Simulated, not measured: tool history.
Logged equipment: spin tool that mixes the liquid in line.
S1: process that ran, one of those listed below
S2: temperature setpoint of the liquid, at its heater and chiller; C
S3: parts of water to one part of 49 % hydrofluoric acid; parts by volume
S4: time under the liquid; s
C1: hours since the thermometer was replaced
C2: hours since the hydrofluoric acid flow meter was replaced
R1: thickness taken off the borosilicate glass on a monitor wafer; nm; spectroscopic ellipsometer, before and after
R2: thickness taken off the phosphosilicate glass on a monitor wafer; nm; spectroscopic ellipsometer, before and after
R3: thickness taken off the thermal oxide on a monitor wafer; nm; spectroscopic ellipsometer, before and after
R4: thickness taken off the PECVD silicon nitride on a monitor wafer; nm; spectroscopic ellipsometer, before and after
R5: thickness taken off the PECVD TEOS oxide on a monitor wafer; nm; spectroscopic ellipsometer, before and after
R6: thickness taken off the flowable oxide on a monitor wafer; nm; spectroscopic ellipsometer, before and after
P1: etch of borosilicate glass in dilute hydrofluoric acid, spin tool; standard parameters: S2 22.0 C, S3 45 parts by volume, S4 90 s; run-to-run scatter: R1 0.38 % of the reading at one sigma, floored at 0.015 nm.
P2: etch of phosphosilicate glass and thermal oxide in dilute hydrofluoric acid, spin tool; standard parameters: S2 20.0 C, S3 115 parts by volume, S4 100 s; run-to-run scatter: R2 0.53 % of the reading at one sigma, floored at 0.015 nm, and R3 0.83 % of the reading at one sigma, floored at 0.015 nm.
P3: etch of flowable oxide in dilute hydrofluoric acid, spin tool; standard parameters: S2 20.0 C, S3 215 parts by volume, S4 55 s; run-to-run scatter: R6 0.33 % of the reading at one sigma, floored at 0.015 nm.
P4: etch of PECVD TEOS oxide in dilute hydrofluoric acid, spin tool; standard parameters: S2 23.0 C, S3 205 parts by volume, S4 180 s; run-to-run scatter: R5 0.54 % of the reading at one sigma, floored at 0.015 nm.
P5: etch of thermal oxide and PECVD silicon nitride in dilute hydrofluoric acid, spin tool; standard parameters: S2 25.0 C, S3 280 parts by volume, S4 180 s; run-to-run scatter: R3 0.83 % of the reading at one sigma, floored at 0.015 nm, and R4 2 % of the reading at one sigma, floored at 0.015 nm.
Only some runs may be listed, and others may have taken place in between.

run 1 hour=9.6 | S1=P1 S2=22.0 S3=45 S4=90 | C1=489.2 C2=1404.5 | R1=45.358
run 2 hour=15.7 | S1=P2 S2=20.0 S3=30 S4=100 | C1=495.3 C2=1410.6 | R2=212.850 R3=14.0430
run 3 hour=25.1 | S1=P1 S2=22.0 S3=45 S4=90 | C1=504.7 C2=1420.0 | R1=45.168
run 4 hour=35.0 | S1=P5 S2=25.0 S3=475 S4=180 | C1=514.6 C2=1429.9 | R3=1.2635 R4=0.73739
run 5 hour=42.2 | S1=P1 S2=18.5 S3=45 S4=135 | C1=521.8 C2=1437.1 | R1=58.831
run 6 hour=51.0 | S1=P1 S2=22.0 S3=45 S4=90 | C1=530.6 C2=1445.9 | R1=45.260
run 7 hour=59.6 | S1=P1 S2=22.0 S3=45 S4=175 | C1=539.2 C2=1454.5 | R1=87.302
run 8 hour=65.5 | S1=P2 S2=20.0 S3=115 S4=100 | C1=545.1 C2=1460.4 | R2=50.903 R3=3.3357
run 9 hour=72.3 | S1=P4 S2=23.0 S3=205 S4=180 | C1=551.9 C2=1467.2 | R5=7.2106
run 10 hour=78.6 | S1=P2 S2=17.0 S3=115 S4=100 | C1=558.2 C2=1473.5 | R2=44.984 R3=2.8924
run 11 hour=88.1 | S1=P3 S2=20.0 S3=215 S4=55 | C1=567.7 C2=1483.0 | R6=9.4361
run 12 hour=92.6 | S1=P1 S2=22.0 S3=70 S4=90 | C1=572.2 C2=1487.5 | R1=28.137
run 13 hour=97.4 | S1=P5 S2=33.0 S3=280 S4=180 | C1=577.0 C2=1492.3 | R3=3.4224 R4=2.12450
run 14 hour=103.2 | S1=P1 S2=29.5 S3=45 S4=90 | C1=582.8 C2=1498.1 | R1=61.462
run 15 hour=111.2 | S1=P3 S2=20.0 S3=215 S4=15 | C1=590.8 C2=1506.1 | R6=2.5671
run 16 hour=116.1 | S1=P4 S2=23.0 S3=45 S4=180 | C1=595.7 C2=1511.0 | R5=39.5940
run 17 hour=120.7 | S1=P4 S2=28.5 S3=205 S4=180 | C1=600.3 C2=1515.6 | R5=8.8114
run 18 hour=129.3 | S1=P3 S2=20.0 S3=35 S4=55 | C1=608.9 C2=1524.2 | R6=71.0220
run 19 hour=134.5 | S1=P3 S2=24.5 S3=215 S4=55 | C1=614.1 C2=1529.4 | R6=11.1180
run 20 hour=140.8 | S1=P2 S2=20.0 S3=115 S4=160 | C1=620.4 C2=1535.7 | R2=81.949 R3=5.3242
run 21 hour=145.2 | S1=P1 S2=22.0 S3=25 S4=90 | C1=624.8 C2=1540.1 | R1=83.135

What does the tool deliver on the next run?
run 22 hour=151.0 | S1=P1 S2=22.0 S3=45 S4=90 | C1=630.6 C2=1545.9 | R1=?

Run 22 gave R1 45.073 nm.

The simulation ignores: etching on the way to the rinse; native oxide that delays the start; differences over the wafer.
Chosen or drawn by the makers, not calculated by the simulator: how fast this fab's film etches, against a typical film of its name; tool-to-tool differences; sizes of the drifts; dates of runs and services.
